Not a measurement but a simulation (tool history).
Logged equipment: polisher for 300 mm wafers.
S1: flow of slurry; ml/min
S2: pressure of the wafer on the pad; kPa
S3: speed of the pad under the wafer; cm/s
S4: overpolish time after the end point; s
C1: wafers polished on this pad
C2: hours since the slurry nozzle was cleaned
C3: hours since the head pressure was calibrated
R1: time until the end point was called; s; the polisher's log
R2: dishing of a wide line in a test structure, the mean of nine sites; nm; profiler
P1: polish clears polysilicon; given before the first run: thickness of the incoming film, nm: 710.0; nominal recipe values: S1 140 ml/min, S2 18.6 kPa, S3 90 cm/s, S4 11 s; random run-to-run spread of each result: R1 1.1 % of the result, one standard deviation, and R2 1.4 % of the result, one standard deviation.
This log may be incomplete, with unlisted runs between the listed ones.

{"run": 1, "hour": 11.7, "S1": 140, "S2": 18.6, "S3": 90, "S4": 11, "C1": 146, "C2": 181.1, "C3": 318.4, "R1": 53.624, "R2": 77.485}
{"run": 2, "hour": 16.9, "S1": 140, "S2": 11.0, "S3": 90, "S4": 11, "C1": 182, "C2": 186.3, "C3": 323.6, "R1": 89.714, "R2": 58.622}
{"run": 3, "hour": 25.0, "S1": 140, "S2": 18.6, "S3": 90, "S4": 11, "C1": 238, "C2": 194.4, "C3": 331.7, "R1": 54.488, "R2": 75.821}
{"run": 4, "hour": 35.6, "S1": 140, "S2": 18.6, "S3": 60, "S4": 11, "C1": 311, "C2": 205.0, "C3": 342.3, "R1": 80.365, "R2": 62.997}
{"run": 5, "hour": 46.4, "S1": 210, "S2": 18.6, "S3": 90, "S4": 22, "C1": 385, "C2": 215.8, "C3": 353.1, "R1": 50.911, "R2": 94.428}
{"run": 6, "hour": 52.8, "S1": 185, "S2": 18.6, "S3": 90, "S4": 11, "C1": 429, "C2": 222.2, "C3": 359.5, "R1": 51.807, "R2": 78.358}
{"run": 7, "hour": 62.4, "S1": 140, "S2": 18.6, "S3": 142, "S4": 11, "C1": 495, "C2": 231.8, "C3": 369.1, "R1": 33.265, "R2": 89.144}
{"run": 8, "hour": 69.7, "S1": 140, "S2": 18.6, "S3": 90, "S4": 11, "C1": 546, "C2": 239.1, "C3": 376.4, "R1": 54.442, "R2": 78.628}
{"run": 9, "hour": 80.1, "S1": 140, "S2": 18.6, "S3": 90, "S4": 11, "C1": 617, "C2": 249.5, "C3": 386.8, "R1": 53.47, "R2": 78.053}
{"run": 10, "hour": 87.1, "S1": 140, "S2": 18.6, "S3": 90, "S4": 22, "C1": 665, "C2": 256.5, "C3": 393.8, "R1": 53.538, "R2": 95.016}
{"run": 11, "hour": 93.3, "S1": 140, "S2": 18.6, "S3": 90, "S4": 5, "C1": 708, "C2": 262.7, "C3": 400.0, "R1": 54.267, "R2": 48.587}
{"run": 12, "hour": 102.6, "S1": 140, "S2": 18.6, "S3": 90, "S4": 11, "C1": 772, "C2": 272.0, "C3": 409.3, "R1": 53.979, "R2": 77.466}
{"run": 13, "hour": 113.1, "S1": 85, "S2": 18.6, "S3": 90, "S4": 11, "C1": 845, "C2": 282.5, "C3": 419.8, "R1": 61.51, "R2": 73.023}
{"run": 14, "hour": 124.3, "S1": 140, "S2": 29.0, "S3": 90, "S4": 11, "C1": 922, "C2": 293.7, "C3": 431.0, "R1": 35.173, "R2": 88.944}
{"run": 15, "hour": 130.5, "S1": 140, "S2": 18.6, "S3": 90, "S4": 11, "C1": 965, "C2": 299.9, "C3": 437.2, "R1": 53.953, "R2": 74.856}
{"run": 16, "hour": 140.7, "S1": 140, "S2": 18.6, "S3": 90, "S4": 11, "C1": 1035, "C2": 310.1, "C3": 447.4, "R1": 56.714, "R2": 74.369}
{"run": 17, "hour": 150.2, "S1": 140, "S2": 18.6, "S3": 90, "S4": 11, "C1": 1100, "C2": 319.6, "C3": 456.9, "R1": 57.468, "R2": 74.486}
{"hour": 160.6, "done": "head pressure recalibrated"}
{"run": 18, "hour": 161.4, "S1": 140, "S2": 18.6, "S3": 90, "S4": 11, "C1": 1177, "C2": 330.8, "C3": 0.9, "R1": 58.235, "R2": 73.107}
{"run": 19, "hour": 168.3, "S1": 140, "S2": 18.6, "S3": 90, "S4": 11, "C1": 1225, "C2": 337.7, "C3": 7.8, "R1": 58.926, "R2": 74.147}

Run 20 is up next; what results do you expect?
{"run": 20, "hour": 177.9, "S1": 140, "S2": 18.6, "S3": 90, "S4": 11, "C1": 1291, "C2": 347.3, "C3": 17.4, "R1": "?", "R2": "?"}

Run 20 yielded R1 59.310 s, R2 71.579 nm.
